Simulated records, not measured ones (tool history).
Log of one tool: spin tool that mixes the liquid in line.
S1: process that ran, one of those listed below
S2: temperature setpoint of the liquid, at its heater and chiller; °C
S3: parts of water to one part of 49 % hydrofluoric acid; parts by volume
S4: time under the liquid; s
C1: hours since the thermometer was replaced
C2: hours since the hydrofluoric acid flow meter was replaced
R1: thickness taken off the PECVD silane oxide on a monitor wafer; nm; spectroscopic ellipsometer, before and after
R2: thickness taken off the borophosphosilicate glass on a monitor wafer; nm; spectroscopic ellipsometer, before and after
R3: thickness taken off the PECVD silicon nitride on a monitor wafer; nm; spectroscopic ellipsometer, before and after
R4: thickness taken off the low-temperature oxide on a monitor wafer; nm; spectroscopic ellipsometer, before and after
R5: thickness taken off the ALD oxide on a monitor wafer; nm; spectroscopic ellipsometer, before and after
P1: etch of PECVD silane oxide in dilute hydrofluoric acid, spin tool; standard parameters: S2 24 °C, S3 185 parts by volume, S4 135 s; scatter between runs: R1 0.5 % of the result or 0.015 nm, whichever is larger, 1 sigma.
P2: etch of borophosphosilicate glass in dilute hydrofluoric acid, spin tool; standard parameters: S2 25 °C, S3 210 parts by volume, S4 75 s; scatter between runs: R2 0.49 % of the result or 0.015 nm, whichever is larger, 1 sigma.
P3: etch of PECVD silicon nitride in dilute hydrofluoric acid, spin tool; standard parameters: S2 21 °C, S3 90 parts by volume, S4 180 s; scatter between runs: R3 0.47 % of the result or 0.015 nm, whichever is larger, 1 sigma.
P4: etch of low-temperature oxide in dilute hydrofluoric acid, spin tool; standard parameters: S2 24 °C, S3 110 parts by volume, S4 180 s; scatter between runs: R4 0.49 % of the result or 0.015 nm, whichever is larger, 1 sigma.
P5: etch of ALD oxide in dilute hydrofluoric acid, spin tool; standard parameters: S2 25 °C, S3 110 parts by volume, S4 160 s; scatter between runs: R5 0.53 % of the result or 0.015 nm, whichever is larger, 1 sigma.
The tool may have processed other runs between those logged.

Run 1, hour 8.5: S1 P1, S2 24 °C, S3 185 parts by volume, S4 135 s; C1 817.5; C2 280.1. Result: R1 9.9337 nm.
Run 2, hour 18.4: S1 P1, S2 24 °C, S3 185 parts by volume, S4 135 s; C1 827.4; C2 290. Result: R1 10.055 nm.
Run 3, hour 26.9: S1 P1, S2 24 °C, S3 185 parts by volume, S4 135 s; C1 835.9; C2 298.5. Result: R1 10.005 nm.
Run 4, hour 33.1: S1 P1, S2 19 °C, S3 185 parts by volume, S4 135 s; C1 842.1; C2 304.7. Result: R1 8.2247 nm.
Run 5, hour 42.7: S1 P1, S2 24 °C, S3 185 parts by volume, S4 135 s; C1 851.7; C2 314.3. Result: R1 10.01 nm.
Run 6, hour 51.4: S1 P2, S2 33.5 °C, S3 210 parts by volume, S4 75 s; C1 860.4; C2 323. Result: R2 21.611 nm.
Run 7, hour 60.6: S1 P1, S2 24 °C, S3 255 parts by volume, S4 135 s; C1 869.6; C2 332.2. Result: R1 6.7089 nm.
Run 8, hour 69.5: S1 P1, S2 24 °C, S3 185 parts by volume, S4 25 s; C1 878.5; C2 341.1. Result: R1 1.8618 nm.
Run 9, hour 79.5: S1 P1, S2 24 °C, S3 185 parts by volume, S4 135 s; C1 888.5; C2 351.1. Result: R1 9.9269 nm.
Run 10, hour 91.9: S1 P3, S2 21 °C, S3 90 parts by volume, S4 180 s; C1 900.9; C2 363.5. Result: R3 9.5295 nm.
Run 11, hour 97.8: S1 P1, S2 24 °C, S3 35 parts by volume, S4 135 s; C1 906.8; C2 369.4. Result: R1 63.947 nm.
Run 12, hour 104.5: S1 P4, S2 24 °C, S3 110 parts by volume, S4 180 s; C1 913.5; C2 376.1. Result: R4 17.259 nm.
Run 13, hour 113.3: S1 P1, S2 30 °C, S3 185 parts by volume, S4 135 s; C1 922.3; C2 384.9. Result: R1 12.452 nm.
Run 14, hour 126.6: S1 P1, S2 28 °C, S3 185 parts by volume, S4 60 s; C1 935.6; C2 398.2. Result: R1 5.1715 nm.
Run 15, hour 135.2: S1 P3, S2 21 °C, S3 90 parts by volume, S4 335 s; C1 944.2; C2 406.8. Result: R3 17.713 nm.
Run 16, hour 145.6: S1 P5, S2 32 °C, S3 110 parts by volume, S4 160 s; C1 954.6; C2 417.2. Result: R5 19.327 nm.
Run 17, hour 155.2: S1 P5, S2 25 °C, S3 110 parts by volume, S4 305 s; C1 964.2; C2 426.8. Result: R5 28.102 nm.
Run 18, hour 161.4: S1 P4, S2 24 °C, S3 110 parts by volume, S4 180 s; C1 970.4; C2 433. Result: R4 17.395 nm.
Run 19, hour 170.9: S1 P2, S2 25 °C, S3 210 parts by volume, S4 40 s; C1 979.9; C2 442.5. Result: R2 8.5635 nm.
Run 20, hour 181.4: S1 P1, S2 29 °C, S3 185 parts by volume, S4 80 s; C1 990.4; C2 453. Result: R1 7.1394 nm.
Run 21, hour 188.2: S1 P1, S2 24 °C, S3 185 parts by volume, S4 205 s; C1 997.2; C2 459.8. Result: R1 15.166 nm.
Run 22, hour 196.5: S1 P2, S2 25 °C, S3 210 parts by volume, S4 75 s; C1 1005.5; C2 468.1. Result: R2 16.181 nm.
Run 23, hour 204.4: S1 P3, S2 28.5 °C, S3 90 parts by volume, S4 180 s; C1 1013.4; C2 476. Result: R3 15.663 nm.
Run 24, hour 215.3: S1 P2, S2 25 °C, S3 210 parts by volume, S4 75 s; C1 1024.3; C2 486.9. Result: R2 16.08 nm.
Run 25, hour 226.5: S1 P4, S2 24 °C, S3 110 parts by volume, S4 25 s; C1 1035.5; C2 498.1. Result: R4 2.4165 nm.
Run 26, hour 233.3: S1 P4, S2 17 °C, S3 110 parts by volume, S4 180 s; C1 1042.3; C2 504.9. Result: R4 13.147 nm.
Run 27, hour 243.3: S1 P4, S2 24 °C, S3 200 parts by volume, S4 180 s; C1 1052.3; C2 514.9. Result: R4 8.587 nm.
Run 28, hour 254.1: S1 P3, S2 21 °C, S3 155 parts by volume, S4 180 s; C1 1063.1; C2 525.7. Result: R3 5.5814 nm.
Run 29, hour 266.1: S1 P5, S2 25 °C, S3 200 parts by volume, S4 160 s; C1 1075.1; C2 537.7. Result: R5 7.337 nm.
Run 30, hour 278.5: S1 P5, S2 25 °C, S3 110 parts by volume, S4 160 s; C1 1087.5; C2 550.1. Result: R5 14.965 nm.
Run 31, hour 284.9: S1 P2, S2 25 °C, S3 65 parts by volume, S4 75 s; C1 1093.9; C2 556.5. Result: R2 62.268 nm.
Run 32, hour 296.5: S1 P1, S2 24 °C, S3 185 parts by volume, S4 135 s; C1 1105.5; C2 568.1. Result: R1 10.039 nm.
Run 33, hour 303.2: S1 P1, S2 24 °C, S3 185 parts by volume, S4 135 s; C1 1112.2; C2 574.8. Result: R1 10.065 nm.
Run 34, hour 310.4: S1 P1, S2 24 °C, S3 185 parts by volume, S4 135 s; C1 1119.4; C2 582. Result: R1 10.347 nm.
Run 35, hour 318.4: S1 P1, S2 24 °C, S3 185 parts by volume, S4 135 s; C1 1127.4; C2 590. Result: R1 10.438 nm.
Run 36, hour 329.7: S1 P1, S2 24 °C, S3 185 parts by volume, S4 135 s; C1 1138.7; C2 601.3. Result: R1 10.462 nm.
Run 37, hour 337.2: S1 P1, S2 24 °C, S3 185 parts by volume, S4 135 s; C1 1146.2; C2 608.8. Result: R1 10.494 nm.
Run 38, hour 346.3: S1 P1, S2 24 °C, S3 185 parts by volume, S4 135 s; C1 1155.3; C2 617.9. Result: R1 10.545 nm.
Run 39, hour 352.8: S1 P1, S2 24 °C, S3 185 parts by volume, S4 135 s; C1 1161.8; C2 624.4. Result: R1 10.67 nm.
Run 40, hour 366: S1 P1, S2 24 °C, S3 185 parts by volume, S4 135 s; C1 1175; C2 637.6. Result: R1 10.57 nm.
Run 41, hour 371.9: S1 P1, S2 24 °C, S3 185 parts by volume, S4 135 s; C1 1180.9; C2 643.5. Result: R1 10.57 nm.

P1 has crept away from where it was. The log is fitted equally well by each of these 2 causes, at the sizes shown:
A: hydrofluoric acid flow above the setpoint (%) = 5.3
B: liquid hotter than its thermometer reads (K) = 1.68
The gradual shift began around hour 296.5.

Of the 4 check runs listed below, each run on one wafer and each result written as a question mark, which would let you distinguish the listed causes because they would give clearly different results?
Run check 1, hour 377.8: S1 P5, S2 28 °C, S3 110 parts by volume, S4 290 s. Result: R5 ?.
Run check 2, hour 377.8: S1 P2, S2 32 °C, S3 210 parts by volume, S4 75 s. Result: R2 ?.
Run check 3, hour 377.8: S1 P3, S2 28 °C, S3 145 parts by volume, S4 180 s. Result: R3 ?.
Run check 4, hour 377.8: S1 P4, S2 17 °C, S3 110 parts by volume, S4 40 s. Result: R4 ?.

What each check would give under each cause:
  check  result    if A    if B
check 1      R5  32.149   32.28
check 2      R2  21.959  21.756
check 3      R3  9.9045  10.435
check 4      R4  3.0731  3.1119
Minimum pairwise separation of causes per check, each pair taken at its best-separating result: check 1 0.41 %; check 2 0.93 %; check 3 5.22 %; check 4 1.26 %
Only check 3 tells the causes apart: in the others they would give nearly the same result.

Check 3 has now been run. It gave: R3 10.511 nm. Which of the candidate causes is it?

B is the cause: liquid hotter than its thermometer reads (K).

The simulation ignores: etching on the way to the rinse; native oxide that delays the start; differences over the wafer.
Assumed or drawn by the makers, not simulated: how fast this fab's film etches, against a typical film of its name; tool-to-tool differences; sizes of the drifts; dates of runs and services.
